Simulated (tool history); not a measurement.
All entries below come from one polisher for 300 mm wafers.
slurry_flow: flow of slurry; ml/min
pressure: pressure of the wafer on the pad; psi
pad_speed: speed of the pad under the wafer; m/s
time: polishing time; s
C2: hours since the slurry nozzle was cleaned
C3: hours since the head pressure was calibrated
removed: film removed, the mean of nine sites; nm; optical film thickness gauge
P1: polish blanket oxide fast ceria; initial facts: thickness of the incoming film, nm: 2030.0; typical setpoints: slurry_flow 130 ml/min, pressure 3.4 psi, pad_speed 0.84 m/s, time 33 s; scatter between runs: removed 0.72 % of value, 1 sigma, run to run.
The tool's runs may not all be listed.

{"run": 1, "hour": 9.8, "slurry_flow": 130, "pressure": 3.4, "pad_speed": 0.84, "time": 33, "wafers polished on this pad": 803, "C2": 189.7, "C3": 515.6, "removed": 537.24}
{"run": 2, "hour": 19.1, "slurry_flow": 205, "pressure": 3.4, "pad_speed": 0.84, "time": 33, "wafers polished on this pad": 912, "C2": 199.0, "C3": 524.9, "removed": 578.51}
{"run": 3, "hour": 36.8, "slurry_flow": 130, "pressure": 1.6, "pad_speed": 0.84, "time": 33, "wafers polished on this pad": 1119, "C2": 216.7, "C3": 542.6, "removed": 253.55}
{"run": 4, "hour": 54.4, "slurry_flow": 130, "pressure": 3.4, "pad_speed": 0.84, "time": 33, "wafers polished on this pad": 1325, "C2": 234.3, "C3": 560.2, "removed": 541.3}
{"run": 5, "hour": 63.6, "slurry_flow": 130, "pressure": 3.4, "pad_speed": 0.84, "time": 33, "wafers polished on this pad": 1433, "C2": 243.5, "C3": 569.4, "removed": 536.65}
{"run": 6, "hour": 75.0, "slurry_flow": 130, "pressure": 3.4, "pad_speed": 1.2, "time": 33, "wafers polished on this pad": 1566, "C2": 254.9, "C3": 580.8, "removed": 763.4}
{"run": 7, "hour": 89.9, "slurry_flow": 130, "pressure": 4.9, "pad_speed": 0.84, "time": 33, "wafers polished on this pad": 1741, "C2": 269.8, "C3": 595.7, "removed": 777.0}
{"run": 8, "hour": 108.2, "slurry_flow": 130, "pressure": 3.4, "pad_speed": 0.84, "time": 33, "wafers polished on this pad": 1955, "C2": 288.1, "C3": 614.0, "removed": 535.66}
{"run": 9, "hour": 124.2, "slurry_flow": 85, "pressure": 3.4, "pad_speed": 0.84, "time": 33, "wafers polished on this pad": 2143, "C2": 304.1, "C3": 630.0, "removed": 484.82}
{"run": 10, "hour": 137.5, "slurry_flow": 130, "pressure": 3.4, "pad_speed": 0.84, "time": 33, "wafers polished on this pad": 2298, "C2": 317.4, "C3": 643.3, "removed": 543.32}
{"run": 11, "hour": 147.9, "slurry_flow": 130, "pressure": 3.4, "pad_speed": 0.84, "time": 33, "wafers polished on this pad": 2420, "C2": 327.8, "C3": 653.7, "removed": 535.76}
{"run": 12, "hour": 164.4, "slurry_flow": 185, "pressure": 3.4, "pad_speed": 1.18, "time": 33, "wafers polished on this pad": 2614, "C2": 344.3, "C3": 670.2, "removed": 796.65}
{"run": 13, "hour": 178.5, "slurry_flow": 130, "pressure": 2.6, "pad_speed": 0.84, "time": 46, "wafers polished on this pad": 2779, "C2": 358.4, "C3": 684.3, "removed": 565.13}
{"hour": 191.0, "done": "head pressure recalibrated"}
{"run": 14, "hour": 195.4, "slurry_flow": 130, "pressure": 3.4, "pad_speed": 0.44, "time": 33, "wafers polished on this pad": 2977, "C2": 375.3, "C3": 4.5, "removed": 279.9}
{"run": 15, "hour": 207.2, "slurry_flow": 130, "pressure": 3.4, "pad_speed": 0.84, "time": 15, "wafers polished on this pad": 3115, "C2": 387.1, "C3": 16.3, "removed": 242.89}
{"run": 16, "hour": 217.9, "slurry_flow": 130, "pressure": 3.4, "pad_speed": 0.84, "time": 49, "wafers polished on this pad": 3240, "C2": 397.8, "C3": 27.0, "removed": 789.81}
{"run": 17, "hour": 232.6, "slurry_flow": 130, "pressure": 3.4, "pad_speed": 0.84, "time": 33, "wafers polished on this pad": 3412, "C2": 412.5, "C3": 41.7, "removed": 539.74}
{"run": 18, "hour": 249.9, "slurry_flow": 130, "pressure": 3.4, "pad_speed": 0.84, "time": 33, "wafers polished on this pad": 3615, "C2": 429.8, "C3": 59.0, "removed": 522.85}
{"run": 19, "hour": 264.8, "slurry_flow": 130, "pressure": 3.4, "pad_speed": 0.84, "time": 33, "wafers polished on this pad": 3789, "C2": 444.7, "C3": 73.9, "removed": 502.99}
{"run": 20, "hour": 281.5, "slurry_flow": 130, "pressure": 3.4, "pad_speed": 0.84, "time": 33, "wafers polished on this pad": 3985, "C2": 461.4, "C3": 90.6, "removed": 488.18}
{"run": 21, "hour": 298.7, "slurry_flow": 130, "pressure": 3.4, "pad_speed": 0.84, "time": 33, "wafers polished on this pad": 4186, "C2": 478.6, "C3": 107.8, "removed": 477.92}
{"hour": 307.3, "done": "worn pad replaced by a new one"}
{"run": 22, "hour": 310.9, "slurry_flow": 130, "pressure": 3.4, "pad_speed": 0.84, "time": 33, "wafers polished on this pad": 43, "C2": 490.8, "C3": 120.0, "removed": 484.95}
{"run": 23, "hour": 325.2, "slurry_flow": 130, "pressure": 3.4, "pad_speed": 0.84, "time": 33, "wafers polished on this pad": 210, "C2": 505.1, "C3": 134.3, "removed": 480.07}
{"run": 24, "hour": 341.9, "slurry_flow": 130, "pressure": 3.4, "pad_speed": 0.84, "time": 33, "wafers polished on this pad": 406, "C2": 521.8, "C3": 151.0, "removed": 473.65}
{"run": 25, "hour": 358.4, "slurry_flow": 130, "pressure": 3.4, "pad_speed": 0.84, "time": 33, "wafers polished on this pad": 599, "C2": 538.3, "C3": 167.5, "removed": 470.68}
{"run": 26, "hour": 369.0, "slurry_flow": 130, "pressure": 3.4, "pad_speed": 0.84, "time": 33, "wafers polished on this pad": 723, "C2": 548.9, "C3": 178.1, "removed": 468.43}

What P1 gives has crept off from where it sat before. The 2 causes that follow fit the log equally well, each at the size noted:
A: head's pressure below its setpoint, % = 11.7
B: slurry flow missing at the pad, % = 39.3
At approximately hour 232.6, the process output began to creep.
What rules out each remaining cause:
removal rate lost through wear of the pad, %: work on it at hour 307.3, done after the drift set in, did not restore what the process gave before

Each of the check runs listed below is run on 3 wafers and reports their average, with the results left as question marks. Pick the one under which the possible causes would lead to clearly different results.
{"run": "check 1", "hour": 379.6, "slurry_flow": 185, "pressure": 3.4, "pad_speed": 0.84, "time": 33, "removed": "?"}
{"run": "check 2", "hour": 379.6, "slurry_flow": 130, "pressure": 4.5, "pad_speed": 0.84, "time": 33, "removed": "?"}
{"run": "check 3", "hour": 379.6, "slurry_flow": 130, "pressure": 3.4, "pad_speed": 1.06, "time": 33, "removed": "?"}
{"run": "check 4", "hour": 379.6, "slurry_flow": 130, "pressure": 4.9, "pad_speed": 0.84, "time": 33, "removed": "?"}

Predicted outcomes, by check and by cause:
check=check_1 result=removed if_A=501.94 if_B=518.99
check=check_2 result=removed if_A=625.71 if_B=625.35
check=check_3 result=removed if_A=596.58 if_B=596.23
check=check_4 result=removed if_A=681.33 if_B=680.93
Per-check spread between the two closest causes, in the result where they differ most: check 1 3.34 %; check 2 0.06 %; check 3 0.06 %; check 4 0.06 %
The other checks would show nearly matching results whichever cause is true, so check 1 is the only one that separates the causes.

After running check 1, the following was obtained: removed 515.75 nm. Which cause does this point to?

B is the cause: slurry flow missing at the pad, %.

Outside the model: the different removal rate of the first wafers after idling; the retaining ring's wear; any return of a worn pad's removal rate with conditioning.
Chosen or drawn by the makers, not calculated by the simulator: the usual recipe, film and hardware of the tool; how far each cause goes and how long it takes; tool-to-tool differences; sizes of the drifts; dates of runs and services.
